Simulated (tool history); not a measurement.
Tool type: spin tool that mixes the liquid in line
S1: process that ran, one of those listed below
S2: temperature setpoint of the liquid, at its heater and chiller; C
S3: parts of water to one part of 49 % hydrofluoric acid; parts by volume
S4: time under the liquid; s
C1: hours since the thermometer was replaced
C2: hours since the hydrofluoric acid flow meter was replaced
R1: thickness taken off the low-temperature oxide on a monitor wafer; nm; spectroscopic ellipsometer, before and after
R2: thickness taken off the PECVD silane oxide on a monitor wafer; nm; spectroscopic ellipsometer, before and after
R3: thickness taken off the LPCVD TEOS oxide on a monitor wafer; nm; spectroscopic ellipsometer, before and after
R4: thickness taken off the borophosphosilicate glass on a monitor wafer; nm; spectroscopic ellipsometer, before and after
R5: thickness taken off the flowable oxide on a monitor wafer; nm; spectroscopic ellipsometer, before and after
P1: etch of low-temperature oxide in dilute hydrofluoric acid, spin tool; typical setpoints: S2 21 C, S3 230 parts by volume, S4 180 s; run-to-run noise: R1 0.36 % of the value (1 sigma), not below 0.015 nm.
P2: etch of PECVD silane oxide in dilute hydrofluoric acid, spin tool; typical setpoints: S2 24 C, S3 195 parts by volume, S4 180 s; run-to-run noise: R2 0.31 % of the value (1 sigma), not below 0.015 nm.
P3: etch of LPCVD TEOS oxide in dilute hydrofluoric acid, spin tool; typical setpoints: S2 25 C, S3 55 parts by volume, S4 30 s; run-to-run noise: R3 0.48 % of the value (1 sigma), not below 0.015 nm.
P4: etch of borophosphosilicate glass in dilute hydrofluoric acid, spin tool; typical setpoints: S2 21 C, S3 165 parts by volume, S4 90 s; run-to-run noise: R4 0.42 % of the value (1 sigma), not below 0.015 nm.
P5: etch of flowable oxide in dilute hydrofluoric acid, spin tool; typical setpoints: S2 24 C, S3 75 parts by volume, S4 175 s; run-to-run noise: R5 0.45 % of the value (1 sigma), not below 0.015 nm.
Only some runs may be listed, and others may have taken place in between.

| run | day | S1 | S2 | S3 | S4 | C1 | C2 | R1 | R2 | R3 | R4 | R5 |
|---|---|---|---|---|---|---|---|---|---|---|---|---|
| 1 | 0.408 | P1 | 21 | 230 | 180 | 541 | 870.4 | 11.155 |  |  |  |  |
| 2 | 0.904 | P1 | 21 | 385 | 180 | 552.9 | 882.3 | 5.7309 |  |  |  |  |
| 3 | 1.204 | P2 | 19.5 | 195 | 180 | 560.1 | 889.5 |  | 35.049 |  |  |  |
| 4 | 1.604 | P3 | 25 | 20 | 30 | 569.7 | 899.1 |  |  | 83.542 |  |  |
| 5 | 1.896 | P1 | 24.5 | 230 | 180 | 576.7 | 906.1 | 12.651 |  |  |  |  |
| 6 | 2.358 | P4 | 21 | 165 | 90 | 587.8 | 917.2 |  |  |  | 29.511 |  |
| 7 | 2.725 | P5 | 24 | 140 | 175 | 596.6 | 926 |  |  |  |  | 28.219 |
| 8 | 3.029 | P1 | 21 | 230 | 180 | 603.9 | 933.3 | 11.206 |  |  |  |  |
| 9 | 3.383 | P1 | 21 | 230 | 180 | 612.4 | 941.8 | 11.145 |  |  |  |  |
| 10 | 3.962 | P3 | 17 | 55 | 30 | 626.3 | 955.7 |  |  | 20.608 |  |  |
| 11 | 4.383 | P1 | 21 | 55 | 180 | 636.4 | 965.8 | 55.984 |  |  |  |  |
| 12 | 4.8 | P3 | 25 | 55 | 30 | 646.4 | 975.8 |  |  | 28.928 |  |  |
| 13 | 5.112 | P5 | 24 | 75 | 175 | 653.9 | 983.3 |  |  |  |  | 57.177 |
| 14 | 5.575 | P1 | 17 | 230 | 180 | 665 | 994.4 | 9.5889 |  |  |  |  |
| 15 | 6.146 | P4 | 17 | 165 | 90 | 678.7 | 1008.1 |  |  |  | 25.196 |  |
|  | 6.388 | thermometer replaced |
| 16 | 6.567 | P5 | 32 | 75 | 175 | 4.3 | 1018.2 |  |  |  |  | 77.973 |
| 17 | 7.154 | P4 | 21 | 165 | 170 | 18.4 | 1032.3 |  |  |  | 55.355 |  |
| 18 | 7.7 | P1 | 21 | 55 | 75 | 31.5 | 1045.4 | 23.526 |  |  |  |  |
| 19 | 8.088 | P1 | 21 | 230 | 180 | 40.8 | 1054.7 | 11.078 |  |  |  |  |
| 20 | 8.592 | P4 | 21 | 295 | 90 | 52.9 | 1066.8 |  |  |  | 14.483 |  |
| 21 | 9.179 | P1 | 21 | 230 | 20 | 67 | 1080.9 | 1.2331 |  |  |  |  |
| 22 | 9.729 | P5 | 24 | 75 | 175 | 80.2 | 1094.1 |  |  |  |  | 57.333 |
| 23 | 10.292 | P1 | 21 | 230 | 180 | 93.7 | 1107.6 | 11.067 |  |  |  |  |
| 24 | 10.788 | P1 | 21 | 230 | 180 | 105.6 | 1119.5 | 11.041 |  |  |  |  |
| 25 | 11.3 | P3 | 25 | 55 | 30 | 117.9 | 1131.8 |  |  | 29.3 |  |  |
| 26 | 11.875 | P2 | 24 | 195 | 65 | 131.7 | 1145.6 |  | 15.011 |  |  |  |
| 27 | 12.325 | P1 | 21 | 230 | 275 | 142.5 | 1156.4 | 16.989 |  |  |  |  |
| 28 | 12.7 | P5 | 24 | 75 | 345 | 151.5 | 1165.4 |  |  |  |  | 113.24 |
| 29 | 13.242 | P2 | 24 | 355 | 180 | 164.5 | 1178.4 |  | 19.453 |  |  |  |
| 30 | 13.742 | P1 | 21 | 230 | 180 | 176.5 | 1190.4 | 11.144 |  |  |  |  |
| 31 | 14.029 | P3 | 25 | 55 | 50 | 183.4 | 1197.3 |  |  | 48.375 |  |  |
| 32 | 14.625 | P1 | 17 | 230 | 95 | 197.7 | 1211.6 | 5.0039 |  |  |  |  |
| 33 | 15.096 | P2 | 24 | 195 | 180 | 209 | 1222.9 |  | 41.567 |  |  |  |
| 34 | 15.508 | P4 | 21 | 165 | 90 | 218.9 | 1232.8 |  |  |  | 29.407 |  |
| 35 | 15.9 | P1 | 21 | 230 | 180 | 228.3 | 1242.2 | 11.207 |  |  |  |  |
| 36 | 16.317 | P1 | 21 | 230 | 180 | 238.3 | 1252.2 | 10.767 |  |  |  |  |
| 37 | 16.817 | P1 | 21 | 230 | 180 | 250.3 | 1264.2 | 10.466 |  |  |  |  |
| 38 | 17.183 | P1 | 21 | 230 | 180 | 259.1 | 1273 | 10.451 |  |  |  |  |
| 39 | 17.442 | P1 | 21 | 230 | 180 | 265.3 | 1279.2 | 10.279 |  |  |  |  |
| 40 | 17.796 | P1 | 21 | 230 | 180 | 273.8 | 1287.7 | 10.23 |  |  |  |  |
| 41 | 18.196 | P1 | 21 | 230 | 180 | 283.4 | 1297.3 | 10.18 |  |  |  |  |
| 42 | 18.667 | P1 | 21 | 230 | 180 | 294.7 | 1308.6 | 10.201 |  |  |  |  |
| 43 | 19.104 | P1 | 21 | 230 | 180 | 305.2 | 1319.1 | 10.105 |  |  |  |  |
| 44 | 19.558 | P1 | 21 | 230 | 180 | 316.1 | 1330 | 10.128 |  |  |  |  |

The log shows P1 creeping away from where it was. Any of the 2 causes listed here, at the size stated for it, fits the log just as well as the others:
A: hydrofluoric acid flow below the setpoint (%) = 7.14
B: liquid colder than its thermometer reads (K) = 2.4
Creep in the process output first set in at about day 15.9.

The list below offers 4 check runs, each averaging the results of 2 wafers, and shows each result as a question mark. For which of them would the listed causes give clearly different results?
| check 1 | 20.012 | P4 | 21 | 275 | 90 |  |  |  |  |  | ? |  |
| check 2 | 20.012 | P5 | 24 | 135 | 260 |  |  |  |  |  |  | ? |
| check 3 | 20.012 | P3 | 17 | 25 | 30 |  |  |  |  | ? |  |  |
| check 4 | 20.012 | P2 | 19.5 | 285 | 180 |  |  |  | ? |  |  |  |

Check results expected under each cause:
| check | result | if A | if B |
|---|---|---|---|
| check 1 | R4 | 14.417 | 14.483 |
| check 2 | R5 | 40.152 | 39.843 |
| check 3 | R3 | 43.726 | 42.392 |
| check 4 | R2 | 20.082 | 20.148 |
Separation of the two closest causes in each check, using whichever result separates them best: check 1 0.46 %; check 2 0.77 %; check 3 3.1 %; check 4 0.33 %
The causes can be told apart only by check 3. The other checks would give nearly the same results under each of them.

Check 3 was carried out, with these results: R3 43.707 nm. Which of the listed causes is responsible?

The cause is A: hydrofluoric acid flow below the setpoint (%).
